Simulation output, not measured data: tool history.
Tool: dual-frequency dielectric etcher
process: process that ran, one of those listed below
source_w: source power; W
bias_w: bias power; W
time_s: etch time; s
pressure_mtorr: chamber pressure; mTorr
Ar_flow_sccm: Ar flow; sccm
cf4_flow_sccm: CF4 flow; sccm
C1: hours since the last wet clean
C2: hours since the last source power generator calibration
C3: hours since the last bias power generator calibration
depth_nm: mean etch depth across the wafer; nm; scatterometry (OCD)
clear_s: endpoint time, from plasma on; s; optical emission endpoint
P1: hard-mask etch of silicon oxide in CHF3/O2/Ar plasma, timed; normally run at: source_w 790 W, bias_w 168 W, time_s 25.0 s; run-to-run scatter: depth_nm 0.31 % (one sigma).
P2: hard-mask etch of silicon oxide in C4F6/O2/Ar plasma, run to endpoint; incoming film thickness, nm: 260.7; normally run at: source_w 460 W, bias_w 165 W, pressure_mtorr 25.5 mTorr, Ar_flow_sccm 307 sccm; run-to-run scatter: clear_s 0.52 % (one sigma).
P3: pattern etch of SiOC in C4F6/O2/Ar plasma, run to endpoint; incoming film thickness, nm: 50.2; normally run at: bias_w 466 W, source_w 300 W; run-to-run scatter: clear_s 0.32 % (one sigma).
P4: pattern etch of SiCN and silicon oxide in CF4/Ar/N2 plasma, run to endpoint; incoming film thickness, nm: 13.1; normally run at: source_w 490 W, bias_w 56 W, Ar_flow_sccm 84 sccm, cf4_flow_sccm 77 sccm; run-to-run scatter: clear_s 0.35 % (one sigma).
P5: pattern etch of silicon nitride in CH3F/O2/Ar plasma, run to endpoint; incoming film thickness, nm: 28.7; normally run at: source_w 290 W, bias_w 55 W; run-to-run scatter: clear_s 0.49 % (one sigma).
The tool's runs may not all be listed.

run 1 hour=9.7 | process=P1 source_w=790 bias_w=168 time_s=25.0 | C1=175.8 C2=949.6 C3=1406.5 | depth_nm=52.632
run 2 hour=18.9 | process=P5 source_w=290 bias_w=35 | C1=185.0 C2=958.8 C3=1415.7 | clear_s=58.813
run 3 hour=24.0 | process=P2 source_w=460 bias_w=165 pressure_mtorr=25.5 Ar_flow_sccm=381 | C1=190.1 C2=963.9 C3=1420.8 | clear_s=82.010
run 4 hour=30.8 | process=P1 source_w=790 bias_w=168 time_s=25.0 | C1=196.9 C2=970.7 C3=1427.6 | depth_nm=52.997
run 5 hour=35.6 | process=P3 source_w=420 bias_w=466 | C1=201.7 C2=975.5 C3=1432.4 | clear_s=17.179
-- hour=39.4 source power generator calibrated
run 6 hour=44.8 | process=P1 source_w=790 bias_w=168 time_s=25.0 | C1=210.9 C2=5.4 C3=1441.6 | depth_nm=52.657
run 7 hour=49.4 | process=P1 source_w=790 bias_w=168 time_s=25.0 | C1=215.5 C2=10.0 C3=1446.2 | depth_nm=52.811
run 8 hour=57.9 | process=P2 source_w=460 bias_w=165 pressure_mtorr=25.5 Ar_flow_sccm=307 | C1=224.0 C2=18.5 C3=1454.7 | clear_s=80.361
run 9 hour=63.2 | process=P1 source_w=790 bias_w=168 time_s=25.0 | C1=229.3 C2=23.8 C3=1460.0 | depth_nm=52.937
run 10 hour=71.4 | process=P2 source_w=460 bias_w=131 pressure_mtorr=25.5 Ar_flow_sccm=307 | C1=237.5 C2=32.0 C3=1468.2 | clear_s=86.121
run 11 hour=78.4 | process=P4 source_w=360 bias_w=56 Ar_flow_sccm=84 cf4_flow_sccm=77 | C1=244.5 C2=39.0 C3=1475.2 | clear_s=19.988
run 12 hour=86.0 | process=P1 source_w=790 bias_w=168 time_s=25.0 | C1=252.1 C2=46.6 C3=1482.8 | depth_nm=52.582
run 13 hour=91.9 | process=P1 source_w=470 bias_w=168 time_s=14.0 | C1=258.0 C2=52.5 C3=1488.7 | depth_nm=24.122
run 14 hour=100.3 | process=P3 source_w=300 bias_w=630 | C1=266.4 C2=60.9 C3=1497.1 | clear_s=17.357
run 15 hour=106.4 | process=P1 source_w=790 bias_w=168 time_s=30.5 | C1=272.5 C2=67.0 C3=1503.2 | depth_nm=64.299
run 16 hour=116.4 | process=P1 source_w=520 bias_w=168 time_s=25.0 | C1=282.5 C2=77.0 C3=1513.2 | depth_nm=44.857
run 17 hour=123.2 | process=P2 source_w=460 bias_w=165 pressure_mtorr=25.5 Ar_flow_sccm=307 | C1=289.3 C2=83.8 C3=1520.0 | clear_s=80.491
run 18 hour=130.3 | process=P4 source_w=490 bias_w=74 Ar_flow_sccm=84 cf4_flow_sccm=77 | C1=296.4 C2=90.9 C3=1527.1 | clear_s=13.848
run 19 hour=138.7 | process=P1 source_w=790 bias_w=216 time_s=25.0 | C1=304.8 C2=99.3 C3=1535.5 | depth_nm=57.569
run 20 hour=143.7 | process=P5 source_w=290 bias_w=55 | C1=309.8 C2=104.3 C3=1540.5 | clear_s=51.177
run 21 hour=150.4 | process=P3 source_w=300 bias_w=466 | C1=316.5 C2=111.0 C3=1547.2 | clear_s=19.467
run 22 hour=158.6 | process=P1 source_w=960 bias_w=168 time_s=25.0 | C1=324.7 C2=119.2 C3=1555.4 | depth_nm=56.993
run 23 hour=169.0 | process=P4 source_w=490 bias_w=56 Ar_flow_sccm=84 cf4_flow_sccm=61 | C1=335.1 C2=129.6 C3=1565.8 | clear_s=15.863
run 24 hour=174.9 | process=P2 source_w=460 bias_w=165 pressure_mtorr=32.0 Ar_flow_sccm=307 | C1=341.0 C2=135.5 C3=1571.7 | clear_s=81.840
run 25 hour=183.8 | process=P2 source_w=270 bias_w=165 pressure_mtorr=25.5 Ar_flow_sccm=307 | C1=349.9 C2=144.4 C3=1580.6 | clear_s=98.610
run 26 hour=188.3 | process=P1 source_w=790 bias_w=133 time_s=25.0 | C1=354.4 C2=148.9 C3=1585.1 | depth_nm=49.179
run 27 hour=194.4 | process=P1 source_w=500 bias_w=201 time_s=25.0 | C1=360.5 C2=155.0 C3=1591.2 | depth_nm=47.299
run 28 hour=203.0 | process=P3 source_w=300 bias_w=466 | C1=369.1 C2=163.6 C3=1599.8 | clear_s=19.357
run 29 hour=207.7 | process=P4 source_w=490 bias_w=56 Ar_flow_sccm=84 cf4_flow_sccm=77 | C1=373.8 C2=168.3 C3=1604.5 | clear_s=15.130

Forecast run 30:
run 30 hour=213.7 | process=P4 source_w=490 bias_w=56 Ar_flow_sccm=117 cf4_flow_sccm=77 | C1=379.8 C2=174.3 C3=1610.5 | clear_s=?

clear_s: 16.048 s

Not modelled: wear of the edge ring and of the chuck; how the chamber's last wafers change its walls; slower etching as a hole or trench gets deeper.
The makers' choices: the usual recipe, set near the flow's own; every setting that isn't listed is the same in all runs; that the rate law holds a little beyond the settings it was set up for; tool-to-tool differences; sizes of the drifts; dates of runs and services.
